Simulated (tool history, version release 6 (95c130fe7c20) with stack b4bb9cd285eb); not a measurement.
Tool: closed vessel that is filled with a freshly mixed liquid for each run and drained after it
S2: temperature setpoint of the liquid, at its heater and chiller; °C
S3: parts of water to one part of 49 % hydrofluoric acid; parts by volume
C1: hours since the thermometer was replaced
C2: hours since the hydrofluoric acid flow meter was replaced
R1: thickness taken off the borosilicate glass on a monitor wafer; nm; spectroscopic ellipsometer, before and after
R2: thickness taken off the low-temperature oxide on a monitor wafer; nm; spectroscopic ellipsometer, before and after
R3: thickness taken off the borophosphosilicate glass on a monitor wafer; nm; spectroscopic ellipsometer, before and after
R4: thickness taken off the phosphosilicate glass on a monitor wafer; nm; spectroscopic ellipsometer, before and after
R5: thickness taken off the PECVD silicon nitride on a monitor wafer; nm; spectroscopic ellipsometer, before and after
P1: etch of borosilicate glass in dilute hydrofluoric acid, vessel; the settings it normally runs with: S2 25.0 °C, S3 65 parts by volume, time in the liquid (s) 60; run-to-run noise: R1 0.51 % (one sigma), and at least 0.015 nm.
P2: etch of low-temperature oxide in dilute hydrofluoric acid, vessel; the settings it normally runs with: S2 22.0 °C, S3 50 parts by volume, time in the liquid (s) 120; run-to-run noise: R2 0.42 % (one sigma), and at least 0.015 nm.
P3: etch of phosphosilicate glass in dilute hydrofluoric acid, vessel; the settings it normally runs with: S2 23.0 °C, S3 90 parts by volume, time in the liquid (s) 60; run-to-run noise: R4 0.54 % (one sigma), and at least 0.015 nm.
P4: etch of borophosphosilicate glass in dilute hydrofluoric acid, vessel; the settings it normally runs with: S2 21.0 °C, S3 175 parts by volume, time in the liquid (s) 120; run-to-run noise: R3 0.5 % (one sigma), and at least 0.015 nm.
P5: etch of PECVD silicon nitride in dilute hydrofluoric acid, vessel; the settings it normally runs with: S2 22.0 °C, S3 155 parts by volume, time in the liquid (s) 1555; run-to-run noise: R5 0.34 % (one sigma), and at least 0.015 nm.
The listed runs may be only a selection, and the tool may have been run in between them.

run 1 hour=7.5 | process_that_ran=P1 S2=25.0 S3=65 time_in_the_liquid_(s)=60 | C1=382.3 C2=329.8 | R1=40.190
run 2 hour=14.7 | process_that_ran=P1 S2=25.0 S3=65 time_in_the_liquid_(s)=60 | C1=389.5 C2=337.0 | R1=40.246
run 3 hour=19.4 | process_that_ran=P1 S2=25.0 S3=40 time_in_the_liquid_(s)=60 | C1=394.2 C2=341.7 | R1=67.801
run 4 hour=26.9 | process_that_ran=P2 S2=22.0 S3=50 time_in_the_liquid_(s)=120 | C1=401.7 C2=349.2 | R2=57.322
run 5 hour=34.4 | process_that_ran=P4 S2=21.0 S3=175 time_in_the_liquid_(s)=120 | C1=409.2 C2=356.7 | R3=31.676
run 6 hour=41.3 | process_that_ran=P1 S2=19.5 S3=65 time_in_the_liquid_(s)=105 | C1=416.1 C2=363.6 | R1=56.461
run 7 hour=48.9 | process_that_ran=P1 S2=25.0 S3=65 time_in_the_liquid_(s)=85 | C1=423.7 C2=371.2 | R1=57.176
run 8 hour=58.2 | process_that_ran=P3 S2=23.0 S3=90 time_in_the_liquid_(s)=60 | C1=433.0 C2=380.5 | R4=39.191
run 9 hour=63.2 | process_that_ran=P3 S2=23.0 S3=155 time_in_the_liquid_(s)=60 | C1=438.0 C2=385.5 | R4=21.177
run 10 hour=68.9 | process_that_ran=P1 S2=25.0 S3=65 time_in_the_liquid_(s)=60 | C1=443.7 C2=391.2 | R1=40.602
run 11 hour=78.3 | process_that_ran=P5 S2=22.0 S3=155 time_in_the_liquid_(s)=1555 | C1=453.1 C2=400.6 | R5=23.116
run 12 hour=82.6 | process_that_ran=P1 S2=25.0 S3=65 time_in_the_liquid_(s)=60 | C1=457.4 C2=404.9 | R1=40.484
run 13 hour=91.3 | process_that_ran=P2 S2=18.0 S3=50 time_in_the_liquid_(s)=120 | C1=466.1 C2=413.6 | R2=48.016
run 14 hour=96.8 | process_that_ran=P1 S2=25.0 S3=90 time_in_the_liquid_(s)=60 | C1=471.6 C2=419.1 | R1=28.013
run 15 hour=102.8 | process_that_ran=P1 S2=18.5 S3=65 time_in_the_liquid_(s)=60 | C1=477.6 C2=425.1 | R1=30.847
run 16 hour=107.9 | process_that_ran=P4 S2=21.0 S3=175 time_in_the_liquid_(s)=45 | C1=482.7 C2=430.2 | R3=11.830
run 17 hour=113.0 | process_that_ran=P5 S2=17.0 S3=155 time_in_the_liquid_(s)=1555 | C1=487.8 C2=435.3 | R5=16.461
run 18 hour=120.0 | process_that_ran=P5 S2=22.0 S3=65 time_in_the_liquid_(s)=1555 | C1=494.8 C2=442.3 | R5=53.935
run 19 hour=128.1 | process_that_ran=P4 S2=17.0 S3=175 time_in_the_liquid_(s)=120 | C1=502.9 C2=450.4 | R3=27.274
run 20 hour=133.9 | process_that_ran=P1 S2=25.0 S3=65 time_in_the_liquid_(s)=30 | C1=508.7 C2=456.2 | R1=20.297
run 21 hour=143.4 | process_that_ran=P2 S2=22.0 S3=50 time_in_the_liquid_(s)=60 | C1=518.2 C2=465.7 | R2=28.699
run 22 hour=150.2 | process_that_ran=P3 S2=17.0 S3=90 time_in_the_liquid_(s)=60 | C1=525.0 C2=472.5 | R4=30.552
run 23 hour=159.1 | process_that_ran=P2 S2=22.0 S3=25 time_in_the_liquid_(s)=120 | C1=533.9 C2=481.4 | R2=118.660
run 24 hour=167.0 | process_that_ran=P1 S2=25.0 S3=100 time_in_the_liquid_(s)=100 | C1=541.8 C2=489.3 | R1=42.225
run 25 hour=173.9 | process_that_ran=P3 S2=23.0 S3=90 time_in_the_liquid_(s)=30 | C1=548.7 C2=496.2 | R4=19.466
run 26 hour=181.6 | process_that_ran=P1 S2=25.0 S3=65 time_in_the_liquid_(s)=60 | C1=556.4 C2=503.9 | R1=40.439
run 27 hour=186.9 | process_that_ran=P4 S2=21.0 S3=175 time_in_the_liquid_(s)=120 | C1=561.7 C2=509.2 | R3=32.096
run 28 hour=194.8 | process_that_ran=P5 S2=22.0 S3=155 time_in_the_liquid_(s)=2630 | C1=569.6 C2=517.1 | R5=38.939
run 29 hour=199.2 | process_that_ran=P5 S2=22.0 S3=155 time_in_the_liquid_(s)=1555 | C1=574.0 C2=521.5 | R5=22.962
run 30 hour=207.5 | process_that_ran=P1 S2=30.0 S3=65 time_in_the_liquid_(s)=60 | C1=582.3 C2=529.8 | R1=49.617
run 31 hour=215.6 | process_that_ran=P1 S2=33.0 S3=30 time_in_the_liquid_(s)=60 | C1=590.4 C2=537.9 | R1=126.680
run 32 hour=224.4 | process_that_ran=P4 S2=21.0 S3=285 time_in_the_liquid_(s)=120 | C1=599.2 C2=546.7 | R3=17.538
run 33 hour=229.1 | process_that_ran=P1 S2=25.0 S3=65 time_in_the_liquid_(s)=60 | C1=603.9 C2=551.4 | R1=40.113
run 34 hour=234.0 | process_that_ran=P1 S2=25.0 S3=65 time_in_the_liquid_(s)=60 | C1=608.8 C2=556.3 | R1=39.762
run 35 hour=242.3 | process_that_ran=P1 S2=25.0 S3=65 time_in_the_liquid_(s)=60 | C1=617.1 C2=564.6 | R1=38.283
run 36 hour=251.1 | process_that_ran=P1 S2=25.0 S3=65 time_in_the_liquid_(s)=60 | C1=625.9 C2=573.4 | R1=37.510
run 37 hour=260.1 | process_that_ran=P1 S2=25.0 S3=65 time_in_the_liquid_(s)=60 | C1=634.9 C2=582.4 | R1=37.178
run 38 hour=267.1 | process_that_ran=P1 S2=25.0 S3=65 time_in_the_liquid_(s)=60 | C1=641.9 C2=589.4 | R1=37.178
run 39 hour=275.3 | process_that_ran=P1 S2=25.0 S3=65 time_in_the_liquid_(s)=60 | C1=650.1 C2=597.6 | R1=36.745
run 40 hour=279.5 | process_that_ran=P1 S2=25.0 S3=65 time_in_the_liquid_(s)=60 | C1=654.3 C2=601.8 | R1=36.803

Expected results for the next run?
run 41 hour=286.5 | process_that_ran=P1 S2=25.0 S3=65 time_in_the_liquid_(s)=60 | C1=661.3 C2=608.8 | R1=?

R1: 36.771 nm

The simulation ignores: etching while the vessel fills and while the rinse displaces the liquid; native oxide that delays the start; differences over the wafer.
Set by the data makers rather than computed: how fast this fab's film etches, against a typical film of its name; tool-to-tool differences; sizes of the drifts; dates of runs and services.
